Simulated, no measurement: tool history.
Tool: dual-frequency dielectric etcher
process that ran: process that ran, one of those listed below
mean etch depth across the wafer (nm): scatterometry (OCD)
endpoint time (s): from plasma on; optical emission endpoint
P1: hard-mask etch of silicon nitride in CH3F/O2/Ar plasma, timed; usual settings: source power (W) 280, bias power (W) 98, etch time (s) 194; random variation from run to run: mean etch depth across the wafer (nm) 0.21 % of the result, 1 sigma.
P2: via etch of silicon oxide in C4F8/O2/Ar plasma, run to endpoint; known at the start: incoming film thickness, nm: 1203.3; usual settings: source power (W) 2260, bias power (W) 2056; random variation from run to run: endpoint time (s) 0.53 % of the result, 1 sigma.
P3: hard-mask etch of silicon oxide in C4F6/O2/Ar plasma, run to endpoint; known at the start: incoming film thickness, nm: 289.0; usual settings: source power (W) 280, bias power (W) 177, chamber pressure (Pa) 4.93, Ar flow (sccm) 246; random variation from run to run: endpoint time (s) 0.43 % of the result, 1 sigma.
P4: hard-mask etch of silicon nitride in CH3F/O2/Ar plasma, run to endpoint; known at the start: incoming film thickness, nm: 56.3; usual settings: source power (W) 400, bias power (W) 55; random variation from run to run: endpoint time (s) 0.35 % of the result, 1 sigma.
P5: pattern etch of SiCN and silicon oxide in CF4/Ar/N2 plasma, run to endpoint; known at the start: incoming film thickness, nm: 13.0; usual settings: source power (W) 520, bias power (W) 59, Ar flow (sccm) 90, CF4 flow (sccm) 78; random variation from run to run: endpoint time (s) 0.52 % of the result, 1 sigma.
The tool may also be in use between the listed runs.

run	hour	process that ran	source power (W)	bias power (W)	etch time (s)	chamber pressure (Pa)	Ar flow (sccm)	CF4 flow (sccm)	hours since the last wet clean	hours since the last source power generator calibration	hours since the last bias power generator calibration	mean etch depth across the wafer (nm)	endpoint time (s)
1	11.9	P1	280	98	194				143	588.5	294.1	130.73	
2	26	P3	280	177		4.93	343		157.1	602.6	308.2		107.24
3	40.5	P1	280	66	106.5				171.6	617.1	322.7	62.389	
4	55.6	P1	280	98	268.5				186.7	632.2	337.8	181.27	
5	64.2	P4	260	55					195.3	640.8	346.4		104.99
6	73.4	P2	2260	2811					204.5	650	355.6		206.84
7	82.7	P1	330	98	262.5				213.8	659.3	364.9	188.33	
8	91	P1	280	137	194				222.1	667.6	373.2	148.68	
9	99.2	P5	520	78			90	78	230.3	675.8	381.4		12.373
# hour 108.8: wet clean of the chamber
10	109.5	P1	360	98	194				0.7	686.1	391.7	143.47	
11	120.1	P1	170	98	194				11.3	696.7	402.3	109.21	
12	129	P4	400	36					20.2	705.6	411.2		100.59
13	140.8	P1	280	98	125.5				32	717.4	423	84.905	
14	151.7	P5	520	59			90	78	42.9	728.3	433.9		13.555
15	162.9	P3	380	177		4.93	246		54.1	739.5	445.1		91.578
16	169.8	P1	370	98	135.5				61	746.4	452	101.19	
17	184.2	P2	1540	2056					75.4	760.8	466.4		263.61
18	196.4	P5	520	59			90	78	87.6	773	478.6		13.472
# hour 199.8: bias power generator calibrated
19	208.1	P3	280	177		3.67	246		99.3	784.7	8.4		100.24
20	220	P3	280	248		4.93	246		111.2	796.6	20.3		92.282
21	230	P4	400	55					121.2	806.6	30.3		89.608
22	238.2	P3	280	177		4.93	246		129.4	814.8	38.5		103.34
23	248.4	P1	280	98	194				139.6	825	48.7	130.5	
24	259.2	P5	730	59			90	78	150.4	835.8	59.5		9.9207
25	272.6	P1	280	98	194				163.8	849.2	72.9	130.77	
26	284.7	P1	280	98	194				175.9	861.3	85	131.04	
27	292.8	P1	280	77	194				184	869.4	93.1	119.83	
28	300.4	P5	520	59			72	78	191.6	877	100.7		13.006
29	308	P2	2260	2056					199.2	884.6	108.3		224.85
30	315.4	P3	280	177		4.93	246		206.6	892	115.7		103.15
31	329.5	P5	520	59			90	48	220.7	906.1	129.8		14.67
32	339.5	P1	280	98	194				230.7	916.1	139.8	131.44	
33	350	P1	280	98	194				241.2	926.6	150.3	130.68	
34	357.7	P1	280	98	194				248.9	934.3	158	130.18	
35	370.6	P1	280	98	194				261.8	947.2	170.9	129.6	
36	382.9	P1	280	98	194				274.1	959.5	183.2	129.4	
37	397.6	P1	280	98	194				288.8	974.2	197.9	128.72	
# hour 401: wet clean of the chamber
38	410.6	P1	280	98	194				9.7	987.2	210.9	128.71	
39	421.5	P1	280	98	194				20.6	998.1	221.8	128.42	
40	437	P1	280	98	194				36.1	1013.6	237.3	129.16	
41	445.5	P1	280	98	194				44.6	1022.1	245.8	128.62	
42	455.5	P1	280	98	194				54.6	1032.1	255.8	128.77	

What P1 gives has crept away from where it was. These 2 causes fit the log equally well, each at the size given:
A: bias power that arrives under what is set, % = 4.59
B: source power that arrives under what is set, % = 4.63
The creep began at about hour 339.5.
Why every other cause is out:
chamber walls in a state that lowers the etch rate, %: serviced at hour 401, which brought nothing back

4 check runs are offered, each on 2 wafers whose results are averaged, their results left as question marks. Which one tells the causes apart?
check 1	465.5	P2	1880	2410									?
check 2	465.5	P3	380	246		4.93	246						?
check 3	465.5	P4	300	40									?
check 4	465.5	P5	520	59			90	57					?

What each check would give under each cause:
check	result	if A	if B
check 1	endpoint time (s)	233.91	235.02
check 2	endpoint time (s)	83.676	83.869
check 3	endpoint time (s)	111.67	112.18
check 4	endpoint time (s)	14.396	14.789
How far apart the two closest causes lie, in the result that separates them most: check 1 0.47 %; check 2 0.23 %; check 3 0.45 %; check 4 2.69 %
Only check 4 tells the causes apart: in the others they would give nearly the same result.

Check 4 was then run and gave: endpoint time (s) 14.863. Which cause is it?

It is B: source power that arrives under what is set, %.
